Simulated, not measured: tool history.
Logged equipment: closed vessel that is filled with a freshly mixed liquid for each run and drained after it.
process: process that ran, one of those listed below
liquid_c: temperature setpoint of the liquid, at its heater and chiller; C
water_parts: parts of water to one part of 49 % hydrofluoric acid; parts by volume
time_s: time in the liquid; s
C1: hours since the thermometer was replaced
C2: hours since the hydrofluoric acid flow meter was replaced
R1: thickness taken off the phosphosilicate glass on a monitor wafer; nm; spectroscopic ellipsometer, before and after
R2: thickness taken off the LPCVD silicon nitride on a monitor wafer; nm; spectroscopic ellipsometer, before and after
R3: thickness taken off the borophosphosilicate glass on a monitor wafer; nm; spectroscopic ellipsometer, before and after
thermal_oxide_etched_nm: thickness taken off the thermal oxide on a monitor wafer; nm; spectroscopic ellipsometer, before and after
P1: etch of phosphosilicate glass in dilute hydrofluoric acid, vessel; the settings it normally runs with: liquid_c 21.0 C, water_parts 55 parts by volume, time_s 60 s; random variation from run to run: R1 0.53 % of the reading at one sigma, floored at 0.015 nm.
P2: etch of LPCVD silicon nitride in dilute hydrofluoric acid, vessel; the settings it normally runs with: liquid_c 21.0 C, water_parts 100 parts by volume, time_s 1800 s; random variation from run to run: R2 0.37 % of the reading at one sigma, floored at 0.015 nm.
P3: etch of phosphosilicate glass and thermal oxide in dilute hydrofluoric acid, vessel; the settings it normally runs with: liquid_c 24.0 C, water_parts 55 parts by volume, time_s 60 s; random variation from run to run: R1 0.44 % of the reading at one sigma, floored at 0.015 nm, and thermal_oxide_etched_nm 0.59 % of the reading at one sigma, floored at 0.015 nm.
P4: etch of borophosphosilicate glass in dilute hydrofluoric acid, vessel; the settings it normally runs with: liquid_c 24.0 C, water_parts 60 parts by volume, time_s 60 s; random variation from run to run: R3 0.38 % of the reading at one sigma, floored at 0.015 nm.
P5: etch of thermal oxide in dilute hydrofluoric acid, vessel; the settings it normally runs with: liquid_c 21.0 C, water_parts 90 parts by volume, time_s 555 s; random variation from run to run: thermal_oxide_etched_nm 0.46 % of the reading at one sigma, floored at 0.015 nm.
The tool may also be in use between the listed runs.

Run 1, hour 6.9: process P1, liquid_c 21.0 C, water_parts 55 parts by volume, time_s 60 s; C1 366.0; C2 464.3. Result: R1 148.760 nm.
Run 2, hour 16.0: process P1, liquid_c 21.0 C, water_parts 55 parts by volume, time_s 60 s; C1 375.1; C2 473.4. Result: R1 148.490 nm.
Run 3, hour 26.5: process P2, liquid_c 21.0 C, water_parts 100 parts by volume, time_s 1800 s; C1 385.6; C2 483.9. Result: R2 6.8721 nm.
Run 4, hour 33.4: process P4, liquid_c 24.0 C, water_parts 60 parts by volume, time_s 100 s; C1 392.5; C2 490.8. Result: R3 88.790 nm.
Run 5, hour 45.9: process P2, liquid_c 26.0 C, water_parts 100 parts by volume, time_s 1800 s; C1 405.0; C2 503.3. Result: R2 9.5267 nm.
Run 6, hour 57.0: process P1, liquid_c 21.0 C, water_parts 100 parts by volume, time_s 60 s; C1 416.1; C2 514.4. Result: R1 77.486 nm.
Run 7, hour 69.4: process P1, liquid_c 26.0 C, water_parts 55 parts by volume, time_s 60 s; C1 428.5; C2 526.8. Result: R1 182.490 nm.
Run 8, hour 82.6: process P5, liquid_c 21.0 C, water_parts 140 parts by volume, time_s 555 s; C1 441.7; C2 540.0. Result: thermal_oxide_etched_nm 16.4860 nm.
Run 9, hour 95.6: process P1, liquid_c 21.0 C, water_parts 55 parts by volume, time_s 30 s; C1 454.7; C2 553.0. Result: R1 73.956 nm.
At hour 104.3: hydrofluoric acid flow meter replaced.
Run 10, hour 106.3: process P1, liquid_c 21.0 C, water_parts 55 parts by volume, time_s 60 s; C1 465.4; C2 2.0. Result: R1 149.300 nm.
Run 11, hour 115.4: process P5, liquid_c 27.0 C, water_parts 90 parts by volume, time_s 555 s; C1 474.5; C2 11.1. Result: thermal_oxide_etched_nm 34.3360 nm.
Run 12, hour 126.9: process P1, liquid_c 21.0 C, water_parts 20 parts by volume, time_s 60 s; C1 486.0; C2 22.6. Result: R1 430.530 nm.
Run 13, hour 134.7: process P3, liquid_c 24.0 C, water_parts 55 parts by volume, time_s 60 s; C1 493.8; C2 30.4. Result: R1 181.740 nm, thermal_oxide_etched_nm 5.4047 nm.
Run 14, hour 145.8: process P5, liquid_c 21.0 C, water_parts 90 parts by volume, time_s 555 s; C1 504.9; C2 41.5. Result: thermal_oxide_etched_nm 26.9810 nm.
Run 15, hour 152.1: process P1, liquid_c 17.0 C, water_parts 55 parts by volume, time_s 60 s; C1 511.2; C2 47.8. Result: R1 125.780 nm.
Run 16, hour 159.2: process P1, liquid_c 17.0 C, water_parts 75 parts by volume, time_s 60 s; C1 518.3; C2 54.9. Result: R1 90.335 nm.
Run 17, hour 169.8: process P3, liquid_c 24.0 C, water_parts 55 parts by volume, time_s 30 s; C1 528.9; C2 65.5. Result: R1 91.207 nm, thermal_oxide_etched_nm 2.6928 nm.
Run 18, hour 179.8: process P1, liquid_c 21.0 C, water_parts 55 parts by volume, time_s 60 s; C1 538.9; C2 75.5. Result: R1 148.330 nm.
Run 19, hour 188.3: process P1, liquid_c 17.0 C, water_parts 55 parts by volume, time_s 115 s; C1 547.4; C2 84.0. Result: R1 241.710 nm.
Run 20, hour 199.1: process P4, liquid_c 24.0 C, water_parts 105 parts by volume, time_s 60 s; C1 558.2; C2 94.8. Result: R3 28.743 nm.
Run 21, hour 213.1: process P5, liquid_c 21.0 C, water_parts 90 parts by volume, time_s 555 s; C1 572.2; C2 108.8. Result: thermal_oxide_etched_nm 27.1240 nm.
Run 22, hour 221.5: process P3, liquid_c 17.0 C, water_parts 55 parts by volume, time_s 60 s; C1 580.6; C2 117.2. Result: R1 135.260 nm, thermal_oxide_etched_nm 3.9715 nm.
Run 23, hour 227.9: process P1, liquid_c 21.0 C, water_parts 55 parts by volume, time_s 60 s; C1 587.0; C2 123.6. Result: R1 148.880 nm.
Run 24, hour 241.0: process P5, liquid_c 21.0 C, water_parts 90 parts by volume, time_s 1055 s; C1 600.1; C2 136.7. Result: thermal_oxide_etched_nm 51.0550 nm.
Run 25, hour 253.5: process P1, liquid_c 21.0 C, water_parts 55 parts by volume, time_s 90 s; C1 612.6; C2 149.2. Result: R1 223.510 nm.
Run 26, hour 266.5: process P4, liquid_c 31.5 C, water_parts 60 parts by volume, time_s 60 s; C1 625.6; C2 162.2. Result: R3 71.951 nm.
Run 27, hour 280.2: process P2, liquid_c 21.0 C, water_parts 50 parts by volume, time_s 1800 s; C1 639.3; C2 175.9. Result: R2 13.5060 nm.
Run 28, hour 293.5: process P3, liquid_c 24.0 C, water_parts 25 parts by volume, time_s 60 s; C1 652.6; C2 189.2. Result: R1 420.900 nm, thermal_oxide_etched_nm 12.3480 nm.
Run 29, hour 301.7: process P4, liquid_c 24.0 C, water_parts 60 parts by volume, time_s 60 s; C1 660.8; C2 197.4. Result: R3 53.437 nm.
Run 30, hour 314.3: process P2, liquid_c 21.0 C, water_parts 100 parts by volume, time_s 930 s; C1 673.4; C2 210.0. Result: R2 3.5253 nm.
Run 31, hour 322.0: process P1, liquid_c 21.0 C, water_parts 55 parts by volume, time_s 60 s; C1 681.1; C2 217.7. Result: R1 149.390 nm.
Run 32, hour 332.1: process P1, liquid_c 21.0 C, water_parts 55 parts by volume, time_s 60 s; C1 691.2; C2 227.8. Result: R1 151.340 nm.
Run 33, hour 340.8: process P1, liquid_c 21.0 C, water_parts 55 parts by volume, time_s 60 s; C1 699.9; C2 236.5. Result: R1 151.500 nm.
Run 34, hour 353.7: process P1, liquid_c 21.0 C, water_parts 55 parts by volume, time_s 60 s; C1 712.8; C2 249.4. Result: R1 154.830 nm.
Run 35, hour 361.0: process P1, liquid_c 21.0 C, water_parts 55 parts by volume, time_s 60 s; C1 720.1; C2 256.7. Result: R1 157.120 nm.
Run 36, hour 372.3: process P1, liquid_c 21.0 C, water_parts 55 parts by volume, time_s 60 s; C1 731.4; C2 268.0. Result: R1 157.220 nm.
Run 37, hour 384.2: process P1, liquid_c 21.0 C, water_parts 55 parts by volume, time_s 60 s; C1 743.3; C2 279.9. Result: R1 157.530 nm.
Run 38, hour 398.6: process P1, liquid_c 21.0 C, water_parts 55 parts by volume, time_s 60 s; C1 757.7; C2 294.3. Result: R1 156.930 nm.
Run 39, hour 412.6: process P1, liquid_c 21.0 C, water_parts 55 parts by volume, time_s 60 s; C1 771.7; C2 308.3. Result: R1 159.620 nm.
Run 40, hour 424.1: process P1, liquid_c 21.0 C, water_parts 55 parts by volume, time_s 60 s; C1 783.2; C2 319.8. Result: R1 157.790 nm.
Run 41, hour 435.4: process P1, liquid_c 21.0 C, water_parts 55 parts by volume, time_s 60 s; C1 794.5; C2 331.1. Result: R1 158.250 nm.

The log shows P1 creeping away from where it was. Any of the 2 causes listed here, at the size stated for it, fits the log just as well as the others:
A: hydrofluoric acid flow above the setpoint (%) = 6.27
B: liquid hotter than its thermometer reads (K) = 1.56
Onset of the creep was near hour 322.0.

Below are 4 check runs, each on a single wafer, with their results shown as question marks. Which of them would tell the listed causes apart, meaning the causes would give clearly different results under it?
Run check 1, hour 446.7: process P3, liquid_c 20.5 C, water_parts 55 parts by volume, time_s 60 s. Result: R1 ?, thermal_oxide_etched_nm ?.
Run check 2, hour 446.7: process P2, liquid_c 26.0 C, water_parts 70 parts by volume, time_s 1800 s. Result: R2 ?.
Run check 3, hour 446.7: process P4, liquid_c 24.0 C, water_parts 105 parts by volume, time_s 100 s. Result: R3 ?.
Run check 4, hour 446.7: process P5, liquid_c 25.0 C, water_parts 125 parts by volume, time_s 555 s. Result: thermal_oxide_etched_nm ?.

Outcome of each check run for each possible cause:
  check                   result     if A     if B
check 1                       R1  168.720  168.810
check 1  thermal_oxide_etched_nm   4.9641   4.9666
check 2                       R2  14.4280  15.0460
check 3                       R3   51.445   51.070
check 4  thermal_oxide_etched_nm  23.5530  23.3150
Separation of the two closest causes in each check, using whichever result separates them best: check 1 0.05 %; check 2 4.19 %; check 3 0.73 %; check 4 1.02 %
Check 2 is the one run that separates the causes; every other check would come out nearly the same whichever cause is at work.

Running check 2 produced the following: R2 14.9430 nm. Which one of the listed causes fits?

B is the cause: liquid hotter than its thermometer reads (K).

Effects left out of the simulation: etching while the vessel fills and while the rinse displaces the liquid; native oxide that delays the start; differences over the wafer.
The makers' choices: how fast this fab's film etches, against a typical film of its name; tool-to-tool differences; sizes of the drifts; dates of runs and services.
